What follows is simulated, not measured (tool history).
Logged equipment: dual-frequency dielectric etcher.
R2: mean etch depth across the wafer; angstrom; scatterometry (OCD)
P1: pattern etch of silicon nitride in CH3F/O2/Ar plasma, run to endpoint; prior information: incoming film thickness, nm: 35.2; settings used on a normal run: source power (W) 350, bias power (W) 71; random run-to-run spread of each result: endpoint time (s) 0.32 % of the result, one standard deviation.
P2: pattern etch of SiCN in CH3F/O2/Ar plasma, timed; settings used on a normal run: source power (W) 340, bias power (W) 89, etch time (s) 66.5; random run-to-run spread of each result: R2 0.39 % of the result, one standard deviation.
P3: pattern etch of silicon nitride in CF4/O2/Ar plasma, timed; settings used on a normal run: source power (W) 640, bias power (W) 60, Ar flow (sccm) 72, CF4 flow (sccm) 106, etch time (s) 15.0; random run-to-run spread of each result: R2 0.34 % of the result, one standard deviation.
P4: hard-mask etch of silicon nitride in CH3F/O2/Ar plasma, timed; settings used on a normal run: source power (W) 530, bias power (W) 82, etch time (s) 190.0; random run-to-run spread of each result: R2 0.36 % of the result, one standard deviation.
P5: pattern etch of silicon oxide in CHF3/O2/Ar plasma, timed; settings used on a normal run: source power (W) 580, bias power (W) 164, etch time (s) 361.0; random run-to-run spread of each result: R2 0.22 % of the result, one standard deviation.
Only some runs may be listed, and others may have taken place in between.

run 1 hour=9.5 | process_that_ran=P1 source_power_(W)=350 bias_power_(W)=71 | endpoint_time_(s)=52.056
run 2 hour=14.7 | process_that_ran=P1 source_power_(W)=350 bias_power_(W)=71 | endpoint_time_(s)=51.727
run 3 hour=21.8 | process_that_ran=P1 source_power_(W)=280 bias_power_(W)=71 | endpoint_time_(s)=56.808
run 4 hour=32.1 | process_that_ran=P4 source_power_(W)=370 bias_power_(W)=82 etch_time_(s)=190.0 | R2=1341.60
run 5 hour=41.6 | process_that_ran=P3 source_power_(W)=640 bias_power_(W)=60 etch_time_(s)=15.0 Ar_flow_(sccm)=72 CF4_flow_(sccm)=73 | R2=376.18
run 6 hour=48.9 | process_that_ran=P4 source_power_(W)=530 bias_power_(W)=82 etch_time_(s)=190.0 | R2=1544.90
run 7 hour=54.2 | process_that_ran=P3 source_power_(W)=640 bias_power_(W)=60 etch_time_(s)=15.0 Ar_flow_(sccm)=72 CF4_flow_(sccm)=106 | R2=386.91
run 8 hour=60.5 | process_that_ran=P4 source_power_(W)=530 bias_power_(W)=82 etch_time_(s)=140.5 | R2=1142.90
run 9 hour=69.4 | process_that_ran=P4 source_power_(W)=530 bias_power_(W)=82 etch_time_(s)=190.0 | R2=1544.30
run 10 hour=79.1 | process_that_ran=P4 source_power_(W)=530 bias_power_(W)=107 etch_time_(s)=190.0 | R2=1687.30
run 11 hour=84.4 | process_that_ran=P1 source_power_(W)=350 bias_power_(W)=45 | endpoint_time_(s)=60.767
run 12 hour=91.8 | process_that_ran=P1 source_power_(W)=350 bias_power_(W)=71 | endpoint_time_(s)=52.207
run 13 hour=98.5 | process_that_ran=P1 source_power_(W)=350 bias_power_(W)=90 | endpoint_time_(s)=48.060
run 14 hour=103.9 | process_that_ran=P3 source_power_(W)=640 bias_power_(W)=60 etch_time_(s)=15.0 Ar_flow_(sccm)=72 CF4_flow_(sccm)=106 | R2=390.43
run 15 hour=111.5 | process_that_ran=P5 source_power_(W)=580 bias_power_(W)=229 etch_time_(s)=361.0 | R2=7356.30
run 16 hour=120.4 | process_that_ran=P1 source_power_(W)=350 bias_power_(W)=71 | endpoint_time_(s)=52.109
run 17 hour=127.9 | process_that_ran=P1 source_power_(W)=350 bias_power_(W)=71 | endpoint_time_(s)=52.313
run 18 hour=135.5 | process_that_ran=P5 source_power_(W)=580 bias_power_(W)=164 etch_time_(s)=500.0 | R2=9145.90
run 19 hour=147.0 | process_that_ran=P3 source_power_(W)=640 bias_power_(W)=38 etch_time_(s)=15.0 Ar_flow_(sccm)=72 CF4_flow_(sccm)=106 | R2=333.01
run 20 hour=153.1 | process_that_ran=P2 source_power_(W)=340 bias_power_(W)=114 etch_time_(s)=66.5 | R2=273.91
run 21 hour=161.3 | process_that_ran=P3 source_power_(W)=640 bias_power_(W)=60 etch_time_(s)=15.0 Ar_flow_(sccm)=91 CF4_flow_(sccm)=106 | R2=381.26
run 22 hour=172.0 | process_that_ran=P2 source_power_(W)=340 bias_power_(W)=89 etch_time_(s)=66.5 | R2=249.66
run 23 hour=181.7 | process_that_ran=P3 source_power_(W)=640 bias_power_(W)=60 etch_time_(s)=8.0 Ar_flow_(sccm)=72 CF4_flow_(sccm)=106 | R2=206.93
run 24 hour=192.4 | process_that_ran=P5 source_power_(W)=810 bias_power_(W)=164 etch_time_(s)=361.0 | R2=7463.20
run 25 hour=199.3 | process_that_ran=P3 source_power_(W)=870 bias_power_(W)=60 etch_time_(s)=15.0 Ar_flow_(sccm)=72 CF4_flow_(sccm)=106 | R2=508.83
run 26 hour=210.6 | process_that_ran=P1 source_power_(W)=350 bias_power_(W)=71 | endpoint_time_(s)=52.160
run 27 hour=217.5 | process_that_ran=P1 source_power_(W)=350 bias_power_(W)=71 | endpoint_time_(s)=52.159
run 28 hour=223.2 | process_that_ran=P1 source_power_(W)=220 bias_power_(W)=51 | endpoint_time_(s)=69.131
run 29 hour=234.4 | process_that_ran=P5 source_power_(W)=580 bias_power_(W)=164 etch_time_(s)=361.0 | R2=6583.80
run 30 hour=244.4 | process_that_ran=P1 source_power_(W)=480 bias_power_(W)=71 | endpoint_time_(s)=46.013
run 31 hour=252.0 | process_that_ran=P2 source_power_(W)=240 bias_power_(W)=89 etch_time_(s)=66.5 | R2=219.45
run 32 hour=259.6 | process_that_ran=P2 source_power_(W)=340 bias_power_(W)=89 etch_time_(s)=66.5 | R2=248.37
run 33 hour=270.6 | process_that_ran=P2 source_power_(W)=340 bias_power_(W)=89 etch_time_(s)=41.5 | R2=156.02
run 34 hour=277.3 | process_that_ran=P1 source_power_(W)=350 bias_power_(W)=71 | endpoint_time_(s)=52.404
run 35 hour=284.8 | process_that_ran=P1 source_power_(W)=350 bias_power_(W)=71 | endpoint_time_(s)=52.478
run 36 hour=292.7 | process_that_ran=P1 source_power_(W)=350 bias_power_(W)=71 | endpoint_time_(s)=52.652
run 37 hour=299.0 | process_that_ran=P1 source_power_(W)=350 bias_power_(W)=71 | endpoint_time_(s)=52.743
-- hour=304.0 wet clean of the chamber
run 38 hour=309.0 | process_that_ran=P1 source_power_(W)=350 bias_power_(W)=71 | endpoint_time_(s)=52.692
run 39 hour=317.0 | process_that_ran=P1 source_power_(W)=350 bias_power_(W)=71 | endpoint_time_(s)=52.575
run 40 hour=328.4 | process_that_ran=P1 source_power_(W)=350 bias_power_(W)=71 | endpoint_time_(s)=52.748
run 41 hour=337.8 | process_that_ran=P1 source_power_(W)=350 bias_power_(W)=71 | endpoint_time_(s)=52.940
run 42 hour=343.0 | process_that_ran=P1 source_power_(W)=350 bias_power_(W)=71 | endpoint_time_(s)=53.308

P1 has crept away from where it was. The log is fitted equally well by each of these 2 causes, at the sizes shown:
A: source power that arrives under what is set, % = 4.16
B: bias power that arrives under what is set, % = 4.57
The creep began at about hour 277.3.
Every other cause this tool's parts could produce, and why it does not fit the log:
chamber walls in a state that lowers the etch rate, %: was serviced at hour 304.0, once the creep was under way, yet the earlier output never came back

Below are 4 check runs, each averaged over 2 wafers, with their results shown as question marks. Which of them would give clearly different results depending on which cause is behind the drift?
run check 1 hour=348.2 | process_that_ran=P5 source_power_(W)=790 bias_power_(W)=227 etch_time_(s)=361.0 | R2=?
run check 2 hour=348.2 | process_that_ran=P2 source_power_(W)=340 bias_power_(W)=107 etch_time_(s)=42.5 | R2=?
run check 3 hour=348.2 | process_that_ran=P4 source_power_(W)=400 bias_power_(W)=94 etch_time_(s)=190.0 | R2=?
run check 4 hour=348.2 | process_that_ran=P3 source_power_(W)=840 bias_power_(W)=39 etch_time_(s)=15.0 Ar_flow_(sccm)=72 CF4_flow_(sccm)=106 | R2=?

What every check run would give for each of its results, assuming each possible cause in turn:
check=check_1 result=R2 if_A=8129.10 if_B=8129.40
check=check_2 result=R2 if_A=168.72 if_B=168.32
check=check_3 result=R2 if_A=1430.60 if_B=1429.10
check=check_4 result=R2 if_A=411.37 if_B=420.87
Gap, in per cent, between the two causes that each check separates least, read from the result that separates them most: check 1 0 %; check 2 0.24 %; check 3 0.11 %; check 4 2.28 %
Only check 4 tells the causes apart: in the others they would give nearly the same result.

Here is what check 4 returned: R2 410.69 angstrom. Which cause is it?

Of the candidate causes, it is A: source power that arrives under what is set, %.
